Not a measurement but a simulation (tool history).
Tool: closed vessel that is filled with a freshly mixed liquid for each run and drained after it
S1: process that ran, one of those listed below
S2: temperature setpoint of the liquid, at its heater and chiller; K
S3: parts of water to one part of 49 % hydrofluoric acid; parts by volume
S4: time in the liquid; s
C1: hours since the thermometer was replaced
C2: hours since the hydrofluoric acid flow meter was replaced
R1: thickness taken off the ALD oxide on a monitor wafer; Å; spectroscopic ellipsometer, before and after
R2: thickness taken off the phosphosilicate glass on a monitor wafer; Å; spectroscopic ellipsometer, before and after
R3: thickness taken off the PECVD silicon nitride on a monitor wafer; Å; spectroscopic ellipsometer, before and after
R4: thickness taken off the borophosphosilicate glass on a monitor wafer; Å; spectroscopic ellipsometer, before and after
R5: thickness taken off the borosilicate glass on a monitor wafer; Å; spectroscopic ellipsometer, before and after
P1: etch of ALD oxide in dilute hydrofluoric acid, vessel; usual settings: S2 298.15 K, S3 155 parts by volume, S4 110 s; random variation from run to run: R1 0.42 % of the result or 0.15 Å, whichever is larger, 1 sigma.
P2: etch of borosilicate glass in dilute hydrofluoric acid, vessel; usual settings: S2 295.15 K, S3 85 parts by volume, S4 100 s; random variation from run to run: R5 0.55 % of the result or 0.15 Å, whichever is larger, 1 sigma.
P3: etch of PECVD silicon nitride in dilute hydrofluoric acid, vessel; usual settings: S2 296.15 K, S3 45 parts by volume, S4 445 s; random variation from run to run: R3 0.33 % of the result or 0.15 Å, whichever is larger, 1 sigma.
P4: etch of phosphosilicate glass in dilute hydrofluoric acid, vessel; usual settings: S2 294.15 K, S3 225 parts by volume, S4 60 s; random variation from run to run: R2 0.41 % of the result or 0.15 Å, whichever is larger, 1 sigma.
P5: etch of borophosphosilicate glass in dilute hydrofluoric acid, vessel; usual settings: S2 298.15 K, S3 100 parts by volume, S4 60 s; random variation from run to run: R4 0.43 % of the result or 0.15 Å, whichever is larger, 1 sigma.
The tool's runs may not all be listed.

run 1 hour=10.9 | S1=P1 S2=298.15 S3=155 S4=110 | C1=1754.6 C2=1164.2 | R1=84.339
run 2 hour=18.2 | S1=P1 S2=298.15 S3=155 S4=110 | C1=1761.9 C2=1171.5 | R1=84.139
run 3 hour=33.1 | S1=P4 S2=294.15 S3=225 S4=60 | C1=1776.8 C2=1186.4 | R2=226.91
run 4 hour=45.3 | S1=P1 S2=298.15 S3=155 S4=160 | C1=1789.0 C2=1198.6 | R1=122.080
run 5 hour=59.5 | S1=P1 S2=298.15 S3=155 S4=110 | C1=1803.2 C2=1212.8 | R1=84.189
run 6 hour=71.7 | S1=P1 S2=298.15 S3=155 S4=110 | C1=1815.4 C2=1225.0 | R1=84.258
run 7 hour=81.1 | S1=P1 S2=298.15 S3=155 S4=110 | C1=1824.8 C2=1234.4 | R1=84.322
run 8 hour=94.0 | S1=P4 S2=294.15 S3=85 S4=60 | C1=1837.7 C2=1247.3 | R2=694.75
run 9 hour=104.1 | S1=P3 S2=296.15 S3=60 S4=445 | C1=1847.8 C2=1257.4 | R3=115.66
run 10 hour=119.0 | S1=P3 S2=301.15 S3=45 S4=445 | C1=1862.7 C2=1272.3 | R3=215.64
run 11 hour=127.4 | S1=P1 S2=298.15 S3=155 S4=30 | C1=1871.1 C2=1280.7 | R1=22.612
run 12 hour=139.2 | S1=P1 S2=298.15 S3=155 S4=110 | C1=1882.9 C2=1292.5 | R1=83.470
run 13 hour=148.9 | S1=P5 S2=298.15 S3=160 S4=60 | C1=1892.6 C2=1302.2 | R4=199.46
run 14 hour=156.1 | S1=P2 S2=295.15 S3=40 S4=100 | C1=1899.8 C2=1309.4 | R5=683.80
run 15 hour=170.8 | S1=P4 S2=294.15 S3=225 S4=30 | C1=1914.5 C2=1324.1 | R2=112.58
run 16 hour=177.6 | S1=P2 S2=295.15 S3=85 S4=100 | C1=1921.3 C2=1330.9 | R5=305.46
run 17 hour=184.8 | S1=P2 S2=295.15 S3=85 S4=100 | C1=1928.5 C2=1338.1 | R5=306.92
run 18 hour=195.3 | S1=P2 S2=295.15 S3=85 S4=155 | C1=1939.0 C2=1348.6 | R5=471.36
run 19 hour=209.6 | S1=P3 S2=296.15 S3=45 S4=445 | C1=1953.3 C2=1362.9 | R3=153.48
run 20 hour=220.2 | S1=P1 S2=298.15 S3=235 S4=110 | C1=1963.9 C2=1373.5 | R1=50.736
run 21 hour=230.8 | S1=P2 S2=302.15 S3=85 S4=100 | C1=1974.5 C2=1384.1 | R5=405.48
run 22 hour=244.1 | S1=P5 S2=292.15 S3=100 S4=60 | C1=1987.8 C2=1397.4 | R4=269.63
run 23 hour=258.9 | S1=P3 S2=296.15 S3=45 S4=725 | C1=2002.6 C2=1412.2 | R3=249.27
run 24 hour=266.6 | S1=P1 S2=306.15 S3=155 S4=110 | C1=2010.3 C2=1419.9 | R1=112.080
run 25 hour=273.4 | S1=P1 S2=290.15 S3=155 S4=110 | C1=2017.1 C2=1426.7 | R1=61.213
run 26 hour=282.0 | S1=P1 S2=298.15 S3=60 S4=165 | C1=2025.7 C2=1435.3 | R1=367.810
run 27 hour=297.0 | S1=P5 S2=298.15 S3=100 S4=30 | C1=2040.7 C2=1450.3 | R4=171.97
run 28 hour=305.8 | S1=P5 S2=298.15 S3=100 S4=60 | C1=2049.5 C2=1459.1 | R4=342.80
run 29 hour=318.2 | S1=P1 S2=298.15 S3=95 S4=110 | C1=2061.9 C2=1471.5 | R1=148.120

The next listed run, before its measurement:
run 30 hour=326.5 | S1=P4 S2=290.15 S3=225 S4=60 | C1=2070.2 C2=1479.8 | R2=?

Run 30 gave R2 194.11 Å.
